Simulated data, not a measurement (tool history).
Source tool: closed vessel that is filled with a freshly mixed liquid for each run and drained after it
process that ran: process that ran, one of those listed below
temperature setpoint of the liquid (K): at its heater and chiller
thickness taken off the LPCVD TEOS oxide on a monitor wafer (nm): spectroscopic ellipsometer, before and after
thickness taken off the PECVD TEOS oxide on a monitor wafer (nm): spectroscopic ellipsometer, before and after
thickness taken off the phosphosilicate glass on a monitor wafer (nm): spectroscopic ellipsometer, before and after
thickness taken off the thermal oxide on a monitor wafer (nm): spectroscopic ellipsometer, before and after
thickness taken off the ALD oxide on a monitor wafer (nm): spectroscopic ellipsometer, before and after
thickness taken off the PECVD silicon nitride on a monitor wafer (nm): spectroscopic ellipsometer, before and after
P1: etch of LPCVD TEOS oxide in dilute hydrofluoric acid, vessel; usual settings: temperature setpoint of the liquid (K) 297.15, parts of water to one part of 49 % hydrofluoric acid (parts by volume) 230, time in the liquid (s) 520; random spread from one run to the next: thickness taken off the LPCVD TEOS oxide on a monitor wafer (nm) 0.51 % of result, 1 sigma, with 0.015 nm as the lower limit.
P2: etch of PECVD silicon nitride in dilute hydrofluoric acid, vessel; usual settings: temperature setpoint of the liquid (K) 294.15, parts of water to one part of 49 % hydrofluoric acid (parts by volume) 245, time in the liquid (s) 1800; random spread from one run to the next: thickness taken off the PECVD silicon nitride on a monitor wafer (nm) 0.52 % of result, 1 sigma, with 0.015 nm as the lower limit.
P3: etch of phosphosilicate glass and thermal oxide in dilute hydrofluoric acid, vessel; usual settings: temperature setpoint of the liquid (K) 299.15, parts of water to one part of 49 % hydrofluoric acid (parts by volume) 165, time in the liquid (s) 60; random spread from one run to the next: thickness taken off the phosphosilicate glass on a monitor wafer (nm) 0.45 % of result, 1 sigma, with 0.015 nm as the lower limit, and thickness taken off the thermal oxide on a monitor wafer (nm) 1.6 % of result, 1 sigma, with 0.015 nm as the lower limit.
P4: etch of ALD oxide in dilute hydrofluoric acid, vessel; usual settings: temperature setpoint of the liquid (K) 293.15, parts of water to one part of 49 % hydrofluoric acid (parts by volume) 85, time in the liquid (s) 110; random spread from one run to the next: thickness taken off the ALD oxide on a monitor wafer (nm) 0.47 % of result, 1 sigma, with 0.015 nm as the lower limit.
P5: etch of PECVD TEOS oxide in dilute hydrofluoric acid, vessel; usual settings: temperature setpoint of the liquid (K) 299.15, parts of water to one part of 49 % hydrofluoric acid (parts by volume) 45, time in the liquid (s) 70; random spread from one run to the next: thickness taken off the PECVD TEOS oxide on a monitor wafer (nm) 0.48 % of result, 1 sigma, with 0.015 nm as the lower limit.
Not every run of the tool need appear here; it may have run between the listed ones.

| run | hour | process that ran | temperature setpoint of the liquid (K) | parts of water to one part of 49 % hydrofluoric acid (parts by volume) | time in the liquid (s) | hours since the thermometer was replaced | hours since the hydrofluoric acid flow meter was replaced | thickness taken off the LPCVD TEOS oxide on a monitor wafer (nm) | thickness taken off the PECVD TEOS oxide on a monitor wafer (nm) | thickness taken off the phosphosilicate glass on a monitor wafer (nm) | thickness taken off the thermal oxide on a monitor wafer (nm) | thickness taken off the ALD oxide on a monitor wafer (nm) | thickness taken off the PECVD silicon nitride on a monitor wafer (nm) |
|---|---|---|---|---|---|---|---|---|---|---|---|---|---|
| 1 | 6.7 | P1 | 297.15 | 230 | 520 | 1108 | 1492.6 | 46.904 |  |  |  |  |  |
| 2 | 17.2 | P1 | 297.15 | 125 | 790 | 1118.5 | 1503.1 | 147.31 |  |  |  |  |  |
| 3 | 23.8 | P5 | 307.15 | 45 | 70 | 1125.1 | 1509.7 |  | 51.414 |  |  |  |  |
| 4 | 30.8 | P1 | 297.15 | 230 | 520 | 1132.1 | 1516.7 | 46.991 |  |  |  |  |  |
|  | 42.1 | thermometer replaced |
| 5 | 43 | P1 | 297.15 | 230 | 520 | 0.9 | 1528.9 | 47.148 |  |  |  |  |  |
| 6 | 51.7 | P5 | 299.15 | 45 | 30 | 9.6 | 1537.6 |  | 16.175 |  |  |  |  |
| 7 | 63.9 | P1 | 297.15 | 230 | 520 | 21.8 | 1549.8 | 47.362 |  |  |  |  |  |
| 8 | 76.5 | P1 | 297.15 | 230 | 50 | 34.4 | 1562.4 | 4.5352 |  |  |  |  |  |
| 9 | 86.5 | P3 | 299.15 | 165 | 60 | 44.4 | 1572.4 |  |  | 42.609 | 1.6939 |  |  |
| 10 | 96.5 | P4 | 293.15 | 150 | 110 | 54.4 | 1582.4 |  |  |  |  | 9.9477 |  |
| 11 | 103.5 | P5 | 299.15 | 75 | 70 | 61.4 | 1589.4 |  | 21.593 |  |  |  |  |
| 12 | 115 | P4 | 293.15 | 85 | 110 | 72.9 | 1600.9 |  |  |  |  | 18.857 |  |
| 13 | 123.9 | P2 | 294.15 | 245 | 1800 | 81.8 | 1609.8 |  |  |  |  |  | 10.218 |
| 14 | 136.5 | P1 | 297.15 | 230 | 520 | 94.4 | 1622.4 | 46.625 |  |  |  |  |  |
| 15 | 145.4 | P1 | 297.15 | 230 | 935 | 103.3 | 1631.3 | 84.872 |  |  |  |  |  |
| 16 | 157.1 | P5 | 299.15 | 45 | 70 | 115 | 1643 |  | 37.644 |  |  |  |  |
| 17 | 164 | P2 | 294.15 | 245 | 435 | 121.9 | 1649.9 |  |  |  |  |  | 2.5069 |
| 18 | 172.9 | P3 | 299.15 | 165 | 30 | 130.8 | 1658.8 |  |  | 21.123 | 0.92679 |  |  |
| 19 | 179.7 | P3 | 307.15 | 165 | 60 | 137.6 | 1665.6 |  |  | 56.697 | 2.3655 |  |  |

Run 20 comes next. What will it give?
| 20 | 187.6 | P5 | 299.15 | 45 | 70 | 145.5 | 1673.5 |  | ? |  |  |  |  |

thickness taken off the PECVD TEOS oxide on a monitor wafer (nm): 37.75
